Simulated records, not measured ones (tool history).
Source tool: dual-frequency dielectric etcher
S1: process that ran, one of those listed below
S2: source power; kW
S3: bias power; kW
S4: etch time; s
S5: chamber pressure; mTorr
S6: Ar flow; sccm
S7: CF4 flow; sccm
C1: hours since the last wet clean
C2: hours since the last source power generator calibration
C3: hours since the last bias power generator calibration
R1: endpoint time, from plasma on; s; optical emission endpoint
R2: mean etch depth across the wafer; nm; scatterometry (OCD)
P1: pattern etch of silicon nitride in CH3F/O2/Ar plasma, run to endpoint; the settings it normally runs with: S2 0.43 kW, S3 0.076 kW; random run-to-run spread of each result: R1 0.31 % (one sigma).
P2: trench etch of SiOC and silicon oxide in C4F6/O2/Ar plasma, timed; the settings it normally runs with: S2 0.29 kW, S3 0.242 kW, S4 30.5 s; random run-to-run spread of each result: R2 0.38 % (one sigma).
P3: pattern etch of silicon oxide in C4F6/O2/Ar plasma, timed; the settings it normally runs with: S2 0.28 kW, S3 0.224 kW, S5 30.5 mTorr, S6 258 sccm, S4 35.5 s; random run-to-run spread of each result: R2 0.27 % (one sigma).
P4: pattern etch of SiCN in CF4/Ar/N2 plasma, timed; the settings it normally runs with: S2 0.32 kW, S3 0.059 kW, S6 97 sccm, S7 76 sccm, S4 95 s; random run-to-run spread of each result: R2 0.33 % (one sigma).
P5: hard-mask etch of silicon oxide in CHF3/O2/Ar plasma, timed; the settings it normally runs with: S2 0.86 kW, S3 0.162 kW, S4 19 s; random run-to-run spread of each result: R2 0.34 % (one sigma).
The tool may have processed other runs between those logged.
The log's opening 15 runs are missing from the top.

| run | hour | S1 | S2 | S3 | S4 | S5 | S6 | S7 | C1 | C2 | C3 | R1 | R2 |
|---|---|---|---|---|---|---|---|---|---|---|---|---|---|
| 16 | 57.5 | P1 | 0.43 | 0.076 |  |  |  |  | 160.3 | 803.2 | 331.2 | 55.128 |  |
| 17 | 60.5 | P5 | 1.15 | 0.162 | 19 |  |  |  | 163.3 | 806.2 | 334.2 |  | 47.385 |
| 18 | 64.4 | P3 | 0.28 | 0.224 | 35.5 | 30.5 | 258 |  | 167.2 | 810.1 | 338.1 |  | 103.61 |
| 19 | 68.3 | P1 | 0.56 | 0.097 |  |  |  |  | 171.1 | 814 | 342 | 45.572 |  |
| 20 | 72.7 | P4 | 0.32 | 0.059 | 95 |  | 97 | 107 | 175.5 | 818.4 | 346.4 |  | 60.46 |
| 21 | 75.5 | P1 | 0.43 | 0.076 |  |  |  |  | 178.3 | 821.2 | 349.2 | 54.952 |  |
| 22 | 79.3 | P4 | 0.19 | 0.059 | 95 |  | 97 | 76 | 182.1 | 825 | 353 |  | 36.457 |
| 23 | 82.4 | P1 | 0.43 | 0.051 |  |  |  |  | 185.2 | 828.1 | 356.1 | 62.733 |  |
| 24 | 85 | P1 | 0.43 | 0.101 |  |  |  |  | 187.8 | 830.7 | 358.7 | 49.83 |  |
| 25 | 87.6 | P4 | 0.32 | 0.059 | 95 |  | 63 | 76 | 190.4 | 833.3 | 361.3 |  | 60.935 |
| 26 | 91.6 | P3 | 0.28 | 0.224 | 44 | 30.5 | 258 |  | 194.4 | 837.3 | 365.3 |  | 128.94 |
| 27 | 93.8 | P1 | 0.43 | 0.076 |  |  |  |  | 196.6 | 839.5 | 367.5 | 55.099 |  |
| 28 | 98.1 | P3 | 0.28 | 0.224 | 35.5 | 30.5 | 258 |  | 200.9 | 843.8 | 371.8 |  | 103.87 |
| 29 | 101.1 | P2 | 0.29 | 0.143 | 30.5 |  |  |  | 203.9 | 846.8 | 374.8 |  | 50.154 |
| 30 | 104.4 | P2 | 0.18 | 0.242 | 30.5 |  |  |  | 207.2 | 850.1 | 378.1 |  | 49.421 |

The next listed run, before its measurement:
| 31 | 108.8 | P4 | 0.32 | 0.059 | 95 |  | 97 | 76 | 211.6 | 854.5 | 382.5 |  | ? |

R2: 57.553 nm

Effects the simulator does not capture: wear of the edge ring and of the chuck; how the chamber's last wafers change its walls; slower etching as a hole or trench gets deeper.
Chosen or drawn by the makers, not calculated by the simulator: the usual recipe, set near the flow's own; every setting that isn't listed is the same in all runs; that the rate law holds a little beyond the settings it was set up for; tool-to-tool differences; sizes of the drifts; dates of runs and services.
